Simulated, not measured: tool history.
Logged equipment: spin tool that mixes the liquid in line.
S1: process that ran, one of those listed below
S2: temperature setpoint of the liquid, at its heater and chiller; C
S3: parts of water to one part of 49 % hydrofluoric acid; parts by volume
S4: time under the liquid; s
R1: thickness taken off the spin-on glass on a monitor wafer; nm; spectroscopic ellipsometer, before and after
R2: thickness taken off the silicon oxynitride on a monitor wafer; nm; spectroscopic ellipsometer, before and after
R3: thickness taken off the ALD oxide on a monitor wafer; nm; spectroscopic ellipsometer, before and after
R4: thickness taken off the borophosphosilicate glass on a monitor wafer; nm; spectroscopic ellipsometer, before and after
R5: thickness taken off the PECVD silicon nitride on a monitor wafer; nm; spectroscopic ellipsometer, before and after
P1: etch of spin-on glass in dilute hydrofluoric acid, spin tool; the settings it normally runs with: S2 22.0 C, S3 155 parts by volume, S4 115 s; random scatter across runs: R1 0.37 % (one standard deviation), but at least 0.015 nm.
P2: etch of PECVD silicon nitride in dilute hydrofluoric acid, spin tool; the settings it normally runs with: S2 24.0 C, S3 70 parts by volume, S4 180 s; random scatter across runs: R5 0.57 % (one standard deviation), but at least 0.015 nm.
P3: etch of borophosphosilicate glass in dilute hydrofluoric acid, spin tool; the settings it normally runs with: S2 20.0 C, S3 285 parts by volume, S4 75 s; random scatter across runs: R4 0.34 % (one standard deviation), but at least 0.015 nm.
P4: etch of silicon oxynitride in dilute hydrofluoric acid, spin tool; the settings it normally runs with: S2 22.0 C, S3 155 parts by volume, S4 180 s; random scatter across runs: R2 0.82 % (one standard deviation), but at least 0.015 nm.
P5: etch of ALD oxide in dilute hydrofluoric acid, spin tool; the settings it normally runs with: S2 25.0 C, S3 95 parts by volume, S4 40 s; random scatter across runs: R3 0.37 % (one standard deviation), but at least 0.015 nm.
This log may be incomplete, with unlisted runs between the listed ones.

{"run": 1, "hour": 4.2, "S1": "P1", "S2": 22.0, "S3": 155, "S4": 115, "R1": 13.458}
{"run": 2, "hour": 9.4, "S1": "P4", "S2": 17.0, "S3": 155, "S4": 180, "R2": 1.9207}
{"run": 3, "hour": 16.5, "S1": "P5", "S2": 30.0, "S3": 95, "S4": 40, "R3": 11.08}
{"run": 4, "hour": 20.7, "S1": "P1", "S2": 22.0, "S3": 155, "S4": 115, "R1": 13.557}
{"run": 5, "hour": 28.0, "S1": "P1", "S2": 22.0, "S3": 155, "S4": 175, "R1": 20.503}
{"run": 6, "hour": 32.8, "S1": "P1", "S2": 22.0, "S3": 245, "S4": 115, "R1": 7.7426}
{"run": 7, "hour": 39.0, "S1": "P5", "S2": 25.0, "S3": 95, "S4": 15, "R3": 3.4227}
{"run": 8, "hour": 43.3, "S1": "P1", "S2": 28.5, "S3": 155, "S4": 115, "R1": 17.172}
{"run": 9, "hour": 49.7, "S1": "P4", "S2": 22.0, "S3": 155, "S4": 300, "R2": 4.1237}
{"run": 10, "hour": 55.6, "S1": "P3", "S2": 20.0, "S3": 285, "S4": 75, "R4": 10.656}
{"run": 11, "hour": 60.7, "S1": "P1", "S2": 22.0, "S3": 155, "S4": 115, "R1": 13.441}
{"run": 12, "hour": 65.1, "S1": "P2", "S2": 24.0, "S3": 70, "S4": 25, "R5": 0.60575}
{"run": 13, "hour": 72.1, "S1": "P1", "S2": 26.0, "S3": 155, "S4": 35, "R1": 4.7492}
{"run": 14, "hour": 76.4, "S1": "P1", "S2": 22.0, "S3": 155, "S4": 15, "R1": 1.7407}
{"run": 15, "hour": 80.0, "S1": "P5", "S2": 25.0, "S3": 145, "S4": 40, "R3": 5.6184}
{"run": 16, "hour": 83.5, "S1": "P3", "S2": 20.0, "S3": 285, "S4": 75, "R4": 10.684}
{"run": 17, "hour": 89.9, "S1": "P2", "S2": 19.5, "S3": 70, "S4": 180, "R5": 3.2232}
{"run": 18, "hour": 93.4, "S1": "P1", "S2": 22.0, "S3": 50, "S4": 115, "R1": 47.231}
{"run": 19, "hour": 97.9, "S1": "P5", "S2": 25.0, "S3": 95, "S4": 40, "R3": 9.1125}
{"run": 20, "hour": 103.5, "S1": "P1", "S2": 18.0, "S3": 155, "S4": 115, "R1": 11.492}
{"run": 21, "hour": 108.5, "S1": "P1", "S2": 22.0, "S3": 55, "S4": 225, "R1": 83.475}
{"run": 22, "hour": 115.1, "S1": "P1", "S2": 22.0, "S3": 155, "S4": 115, "R1": 13.517}
{"run": 23, "hour": 120.3, "S1": "P1", "S2": 28.0, "S3": 250, "S4": 115, "R1": 9.2867}
{"run": 24, "hour": 126.6, "S1": "P3", "S2": 20.0, "S3": 285, "S4": 15, "R4": 2.1268}
{"run": 25, "hour": 129.8, "S1": "P1", "S2": 22.0, "S3": 155, "S4": 115, "R1": 13.541}
{"run": 26, "hour": 133.8, "S1": "P3", "S2": 24.5, "S3": 285, "S4": 75, "R4": 12.512}
{"run": 27, "hour": 139.0, "S1": "P2", "S2": 24.0, "S3": 70, "S4": 180, "R5": 4.2836}
{"run": 28, "hour": 145.6, "S1": "P4", "S2": 22.0, "S3": 85, "S4": 180, "R2": 4.7175}
{"run": 29, "hour": 151.0, "S1": "P1", "S2": 22.0, "S3": 155, "S4": 115, "R1": 13.465}
{"run": 30, "hour": 156.2, "S1": "P1", "S2": 22.0, "S3": 155, "S4": 115, "R1": 13.355}
{"run": 31, "hour": 160.9, "S1": "P4", "S2": 22.0, "S3": 155, "S4": 180, "R2": 2.4556}
{"run": 32, "hour": 167.7, "S1": "P3", "S2": 20.0, "S3": 455, "S4": 75, "R4": 5.7919}
{"run": 33, "hour": 174.6, "S1": "P2", "S2": 24.0, "S3": 125, "S4": 180, "R5": 2.4394}
{"run": 34, "hour": 179.1, "S1": "P1", "S2": 22.0, "S3": 155, "S4": 115, "R1": 13.467}
{"run": 35, "hour": 185.2, "S1": "P1", "S2": 22.0, "S3": 155, "S4": 115, "R1": 13.25}
{"run": 36, "hour": 191.5, "S1": "P1", "S2": 22.0, "S3": 155, "S4": 115, "R1": 12.99}
{"run": 37, "hour": 197.4, "S1": "P1", "S2": 22.0, "S3": 155, "S4": 115, "R1": 12.898}
{"run": 38, "hour": 201.6, "S1": "P1", "S2": 22.0, "S3": 155, "S4": 115, "R1": 12.903}
{"run": 39, "hour": 206.5, "S1": "P1", "S2": 22.0, "S3": 155, "S4": 115, "R1": 12.769}
{"run": 40, "hour": 210.5, "S1": "P1", "S2": 22.0, "S3": 155, "S4": 115, "R1": 12.786}
{"run": 41, "hour": 216.5, "S1": "P1", "S2": 22.0, "S3": 155, "S4": 115, "R1": 12.694}
{"run": 42, "hour": 223.3, "S1": "P1", "S2": 22.0, "S3": 155, "S4": 115, "R1": 12.679}
{"run": 43, "hour": 230.0, "S1": "P1", "S2": 22.0, "S3": 155, "S4": 115, "R1": 12.742}
{"run": 44, "hour": 236.6, "S1": "P1", "S2": 22.0, "S3": 155, "S4": 115, "R1": 12.727}

Something has made what P1 gives creep away from where it was; the 2 causes below, each at its own stated size, fit the log equally well:
A: liquid colder than its thermometer reads (K) = 1.41
B: hydrofluoric acid flow below the setpoint (%) = 4.58
The onset of the drift is placed at about hour 179.1.

Each of the 4 check runs below uses one wafer; its results are left as question marks. Which run tells the causes apart?
{"run": "check 1", "hour": 243.2, "S1": "P4", "S2": 22.0, "S3": 155, "S4": 180, "R2": "?"}
{"run": "check 2", "hour": 243.2, "S1": "P5", "S2": 25.0, "S3": 95, "S4": 40, "R3": "?"}
{"run": "check 3", "hour": 243.2, "S1": "P3", "S2": 20.0, "S3": 285, "S4": 75, "R4": "?"}
{"run": "check 4", "hour": 243.2, "S1": "P2", "S2": 24.0, "S3": 70, "S4": 180, "R5": "?"}

Outcome of each check run for each possible cause:
check=check_1 result=R2 if_A=2.3028 if_B=2.3349
check=check_2 result=R3 if_A=8.6444 if_B=8.6727
check=check_3 result=R4 if_A=10.1570 if_B=10.0880
check=check_4 result=R5 if_A=3.92740 if_B=4.12290
Smallest distance between any two causes, each pair judged by its most separating result, in per cent: check 1 1.39 %; check 2 0.33 %; check 3 0.68 %; check 4 4.86 %
The other checks would show nearly matching results whichever cause is true, so check 4 is the only one that separates the causes.

Check 4 was carried out, with these results: R5 3.94340 nm. Which of the listed causes is responsible?

Of the candidate causes, it is A: liquid colder than its thermometer reads (K).

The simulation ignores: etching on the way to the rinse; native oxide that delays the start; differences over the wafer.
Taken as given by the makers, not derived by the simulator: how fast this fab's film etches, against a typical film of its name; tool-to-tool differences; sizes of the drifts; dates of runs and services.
